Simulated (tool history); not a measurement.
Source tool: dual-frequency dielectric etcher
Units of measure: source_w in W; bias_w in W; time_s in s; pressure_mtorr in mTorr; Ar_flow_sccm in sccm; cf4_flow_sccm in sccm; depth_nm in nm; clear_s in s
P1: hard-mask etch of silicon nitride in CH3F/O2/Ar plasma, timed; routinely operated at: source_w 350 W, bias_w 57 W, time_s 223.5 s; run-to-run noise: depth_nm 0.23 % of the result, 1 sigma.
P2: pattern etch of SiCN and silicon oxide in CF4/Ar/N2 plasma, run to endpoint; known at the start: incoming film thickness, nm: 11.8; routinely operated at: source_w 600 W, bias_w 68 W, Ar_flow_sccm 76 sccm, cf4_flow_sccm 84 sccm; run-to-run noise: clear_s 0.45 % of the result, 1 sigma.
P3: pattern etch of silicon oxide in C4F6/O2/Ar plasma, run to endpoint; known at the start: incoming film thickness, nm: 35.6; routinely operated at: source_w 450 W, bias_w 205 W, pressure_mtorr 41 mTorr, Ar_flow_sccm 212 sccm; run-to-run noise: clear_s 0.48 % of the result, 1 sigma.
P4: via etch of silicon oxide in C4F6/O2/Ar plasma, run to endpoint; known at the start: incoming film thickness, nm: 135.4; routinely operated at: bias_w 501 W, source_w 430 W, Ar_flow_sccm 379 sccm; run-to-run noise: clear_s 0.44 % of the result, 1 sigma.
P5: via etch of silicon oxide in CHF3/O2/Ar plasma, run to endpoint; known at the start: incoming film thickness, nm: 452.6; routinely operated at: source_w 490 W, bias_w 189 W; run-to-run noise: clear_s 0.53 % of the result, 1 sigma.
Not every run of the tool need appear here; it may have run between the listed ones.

run    day  process  source_w  bias_w  time_s  pressure_mtorr  Ar_flow_sccm  cf4_flow_sccm  depth_nm  clear_s
  1  0.396       P1       350      57   223.5                                                 135.96
  2  0.742       P3       450     205                      41           130                            10.143
  3  1.012       P1       350      57   223.5                                                 136.39
  4  1.296       P2       600      68                                    76            110             9.5294
  5    1.6       P1       470      57   223.5                                                 153.31
  6  1.892       P1       350      68   223.5                                                 145.47
  7  2.158       P1       350      57   223.5                                                 136.42
  8  2.379       P2       600      68                                    76             84              9.935
  9  2.575       P4       430     501                                   379                            29.466
 10  2.883       P3       450     205                      41           212                            10.741
 11  3.292       P5       490     130                                                                  281.65
 12  3.646       P3       450     205                      32           212                            10.488
 13  4.067       P1       350      57   223.5                                                  136.4
 14  4.283       P4       270     501                                   379                            35.192
 15  4.488       P1       350      57   329.5                                                 201.04
 16  4.904       P2       830      68                                    76             84             7.3502
 17  5.333       P1       350      37     175                                                 93.045
 18  5.667       P4       430     372                                   379                            32.664
 19  5.908       P1       350      57   223.5                                                 135.99
 20  6.246       P5       310     189                                                                   293.9
 21  6.462       P1       350      57     129                                                 78.598
 22  6.667       P3       450     242                      41           212                            10.118
 23  6.958       P1       230      57   223.5                                                 115.98
 24  7.188       P3       530     205                      41           212                            10.081
 25  7.617       P2       600      95                                    76             84             8.8434
 26  7.904       P5       490     189                                                                  250.84
 27  8.308       P2       600      68                                    94             84             10.127
 28  8.579       P4       430     501                                   243                            28.053
 29  9.004       P1       350      38   223.5                                                 120.04

What will run 30 give?
 30  9.325       P1       350      57   223.5                                                      ?

{"run 30": {"depth_nm": 136.48}}

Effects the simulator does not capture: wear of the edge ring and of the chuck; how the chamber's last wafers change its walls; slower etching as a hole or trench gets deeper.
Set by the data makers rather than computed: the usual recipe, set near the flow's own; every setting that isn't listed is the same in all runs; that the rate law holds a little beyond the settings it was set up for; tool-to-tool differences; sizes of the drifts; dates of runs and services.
